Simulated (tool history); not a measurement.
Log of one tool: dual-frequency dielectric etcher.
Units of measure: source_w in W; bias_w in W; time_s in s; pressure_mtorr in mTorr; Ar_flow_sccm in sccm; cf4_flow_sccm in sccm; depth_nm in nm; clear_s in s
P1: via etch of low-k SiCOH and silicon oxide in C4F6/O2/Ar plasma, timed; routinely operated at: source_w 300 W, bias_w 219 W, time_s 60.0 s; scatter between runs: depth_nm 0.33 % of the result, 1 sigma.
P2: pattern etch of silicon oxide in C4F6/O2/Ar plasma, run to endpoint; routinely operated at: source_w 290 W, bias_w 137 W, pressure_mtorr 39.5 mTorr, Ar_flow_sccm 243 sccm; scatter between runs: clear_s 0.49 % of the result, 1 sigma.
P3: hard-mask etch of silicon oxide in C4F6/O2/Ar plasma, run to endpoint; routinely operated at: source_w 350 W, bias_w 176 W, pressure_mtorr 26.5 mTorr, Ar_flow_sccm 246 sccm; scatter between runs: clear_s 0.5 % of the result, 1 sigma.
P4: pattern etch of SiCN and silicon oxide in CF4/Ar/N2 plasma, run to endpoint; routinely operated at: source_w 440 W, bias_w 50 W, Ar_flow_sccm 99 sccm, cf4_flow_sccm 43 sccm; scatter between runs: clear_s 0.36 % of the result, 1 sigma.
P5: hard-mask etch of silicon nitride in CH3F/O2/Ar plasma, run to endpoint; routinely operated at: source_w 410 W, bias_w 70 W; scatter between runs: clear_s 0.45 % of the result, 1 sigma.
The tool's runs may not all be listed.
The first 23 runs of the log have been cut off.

run   hour  process  source_w  bias_w  time_s  pressure_mtorr  Ar_flow_sccm  cf4_flow_sccm  hours since the last wet clean  hours since the last source power generator calibration  hours since the last bias power generator calibration  depth_nm  clear_s
 24  269.9       P5       410      51                                                                                748.9                                                    139.2                                                  709.1             82.063
 25  279.9       P1       300     219    33.0                                                                        758.9                                                    149.2                                                  719.1    83.349
 26  294.8       P1       200     219    60.0                                                                        773.8                                                    164.1                                                  734.0   130.250
 27  306.5       P4       440      50                                   131             43                           785.5                                                    175.8                                                  745.7             20.118
 28  313.2       P3       460     176                    26.5           246                                          792.2                                                    182.5                                                  752.4             93.198
 29  324.7       P2       290     137                    39.5           295                                          803.7                                                    194.0                                                  763.9             19.514
 30  336.9       P1       300     219    60.0                                                                        815.9                                                    206.2                                                  776.1   151.320
 31  351.2       P3       350     176                    26.5           246                                          830.2                                                    220.5                                                  790.4            104.110
 32  359.4       P1       240     176    60.0                                                                        838.4                                                    228.7                                                  798.6   129.780
 33  366.9       P2       350     137                    39.5           243                                          845.9                                                    236.2                                                  806.1             17.669
 34  379.0       P1       300     219    60.0                                                                        858.0                                                    248.3                                                  818.2   151.750
 35  387.3       P1       410     219    60.0                                                                        866.3                                                    256.6                                                  826.5   170.390
 36  401.2       P1       300     219    60.0                                                                        880.2                                                    270.5                                                  840.4   150.830
 37  407.9       P1       300     219    60.0                                                                        886.9                                                    277.2                                                  847.1   151.300
 38  420.9       P1       300     219    60.0                                                                        899.9                                                    290.2                                                  860.1   150.550
 39  430.2       P1       300     219    60.0                                                                        909.2                                                    299.5                                                  869.4   150.490
 40  441.5       P1       300     219    60.0                                                                        920.5                                                    310.8                                                  880.7   149.750
 41  449.8       P1       300     219    60.0                                                                        928.8                                                    319.1                                                  889.0   149.480
 42  463.2       P1       300     219    60.0                                                                        942.2                                                    332.5                                                  902.4   149.490
 43  478.2       P1       300     219    60.0                                                                        957.2                                                    347.5                                                  917.4   148.840

For run 44, what comes out?
     483.9  -- wet clean of the chamber
 44  488.7       P1       300     219    60.0                                                                          4.8                                                    358.0                                                  927.9         ?

{"run 44": {"depth_nm": 149.72}}
